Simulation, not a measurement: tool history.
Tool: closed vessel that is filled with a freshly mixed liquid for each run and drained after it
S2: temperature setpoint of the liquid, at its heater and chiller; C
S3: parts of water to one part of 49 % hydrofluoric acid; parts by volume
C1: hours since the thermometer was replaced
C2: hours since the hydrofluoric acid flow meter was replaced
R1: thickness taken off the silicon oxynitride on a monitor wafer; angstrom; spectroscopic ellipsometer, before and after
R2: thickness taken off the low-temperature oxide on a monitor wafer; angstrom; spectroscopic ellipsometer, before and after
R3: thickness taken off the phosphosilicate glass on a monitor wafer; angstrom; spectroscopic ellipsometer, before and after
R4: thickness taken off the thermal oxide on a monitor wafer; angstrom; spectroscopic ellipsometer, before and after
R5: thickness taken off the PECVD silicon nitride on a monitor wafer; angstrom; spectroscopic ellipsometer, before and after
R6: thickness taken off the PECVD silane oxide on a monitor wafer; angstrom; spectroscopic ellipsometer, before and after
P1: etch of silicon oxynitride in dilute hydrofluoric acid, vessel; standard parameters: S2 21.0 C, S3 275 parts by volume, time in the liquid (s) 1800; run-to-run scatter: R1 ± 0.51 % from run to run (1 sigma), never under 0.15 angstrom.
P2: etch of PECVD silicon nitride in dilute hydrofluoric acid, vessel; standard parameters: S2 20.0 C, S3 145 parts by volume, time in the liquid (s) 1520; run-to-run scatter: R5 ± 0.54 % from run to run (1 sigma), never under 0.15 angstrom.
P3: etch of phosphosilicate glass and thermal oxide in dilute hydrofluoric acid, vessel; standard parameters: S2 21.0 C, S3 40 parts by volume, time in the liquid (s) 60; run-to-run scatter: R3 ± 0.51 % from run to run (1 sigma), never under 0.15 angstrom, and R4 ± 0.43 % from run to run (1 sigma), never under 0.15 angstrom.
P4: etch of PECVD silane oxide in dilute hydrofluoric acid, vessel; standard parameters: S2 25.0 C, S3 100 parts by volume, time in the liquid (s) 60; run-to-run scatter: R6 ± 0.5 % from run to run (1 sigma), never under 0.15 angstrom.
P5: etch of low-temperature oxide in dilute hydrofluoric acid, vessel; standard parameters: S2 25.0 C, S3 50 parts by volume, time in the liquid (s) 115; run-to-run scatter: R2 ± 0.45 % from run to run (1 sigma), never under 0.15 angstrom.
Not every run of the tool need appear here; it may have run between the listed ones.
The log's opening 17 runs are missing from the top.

Run 18, day 9.642: process that ran P2, S2 20.0 C, S3 145 parts by volume, time in the liquid (s) 410; C1 112.0; C2 487.2. Result: R5 36.252 angstrom.
Run 19, day 10.329: process that ran P4, S2 30.0 C, S3 100 parts by volume, time in the liquid (s) 60; C1 128.5; C2 503.7. Result: R6 113.270 angstrom.
Run 20, day 10.896: process that ran P1, S2 21.0 C, S3 275 parts by volume, time in the liquid (s) 3580; C1 142.1; C2 517.3. Result: R1 144.750 angstrom.
Run 21, day 11.417: process that ran P4, S2 25.0 C, S3 100 parts by volume, time in the liquid (s) 60; C1 154.6; C2 529.8. Result: R6 94.628 angstrom.
Run 22, day 12.017: process that ran P4, S2 25.0 C, S3 100 parts by volume, time in the liquid (s) 60; C1 169.0; C2 544.2. Result: R6 94.110 angstrom.
Run 23, day 12.412: process that ran P5, S2 25.0 C, S3 50 parts by volume, time in the liquid (s) 115; C1 178.5; C2 553.7. Result: R2 269.48 angstrom.
Run 24, day 12.788: process that ran P4, S2 25.0 C, S3 165 parts by volume, time in the liquid (s) 60; C1 187.5; C2 562.7. Result: R6 52.756 angstrom.
Run 25, day 13.442: process that ran P3, S2 21.0 C, S3 20 parts by volume, time in the liquid (s) 60; C1 203.2; C2 578.4. Result: R3 2696.9 angstrom, R4 134.690 angstrom.
Run 26, day 14.117: process that ran P1, S2 21.0 C, S3 395 parts by volume, time in the liquid (s) 1800; C1 219.4; C2 594.6. Result: R1 47.347 angstrom.
Run 27, day 14.700: process that ran P1, S2 17.0 C, S3 475 parts by volume, time in the liquid (s) 1800; C1 233.4; C2 608.6. Result: R1 32.056 angstrom.
Run 28, day 15.158: process that ran P1, S2 21.0 C, S3 275 parts by volume, time in the liquid (s) 1800; C1 244.4; C2 619.6. Result: R1 73.462 angstrom.
Run 29, day 15.604: process that ran P3, S2 25.5 C, S3 40 parts by volume, time in the liquid (s) 60; C1 255.1; C2 630.3. Result: R3 1573.1 angstrom, R4 78.783 angstrom.
Run 30, day 15.929: process that ran P1, S2 21.0 C, S3 275 parts by volume, time in the liquid (s) 1800; C1 262.9; C2 638.1. Result: R1 72.137 angstrom.
Run 31, day 16.246: process that ran P1, S2 27.5 C, S3 275 parts by volume, time in the liquid (s) 2910; C1 270.5; C2 645.7. Result: R1 155.720 angstrom.
Run 32, day 16.688: process that ran P3, S2 21.0 C, S3 40 parts by volume, time in the liquid (s) 115; C1 281.1; C2 656.3. Result: R3 2535.8 angstrom, R4 125.830 angstrom.
Run 33, day 17.367: process that ran P1, S2 21.0 C, S3 275 parts by volume, time in the liquid (s) 1800; C1 297.4; C2 672.6. Result: R1 73.400 angstrom.
Run 34, day 17.771: process that ran P1, S2 21.0 C, S3 275 parts by volume, time in the liquid (s) 1800; C1 307.1; C2 682.3. Result: R1 73.966 angstrom.
Run 35, day 18.342: process that ran P1, S2 21.0 C, S3 275 parts by volume, time in the liquid (s) 1800; C1 320.8; C2 696.0. Result: R1 75.238 angstrom.
Run 36, day 18.917: process that ran P1, S2 21.0 C, S3 275 parts by volume, time in the liquid (s) 1800; C1 334.6; C2 709.8. Result: R1 76.501 angstrom.

The next listed run, before its measurement:
Run 37, day 19.583: process that ran P1, S2 21.0 C, S3 275 parts by volume, time in the liquid (s) 1800; C1 350.6; C2 725.8. Result: R1 ?.

Run 37 produced R1 76.729 angstrom.
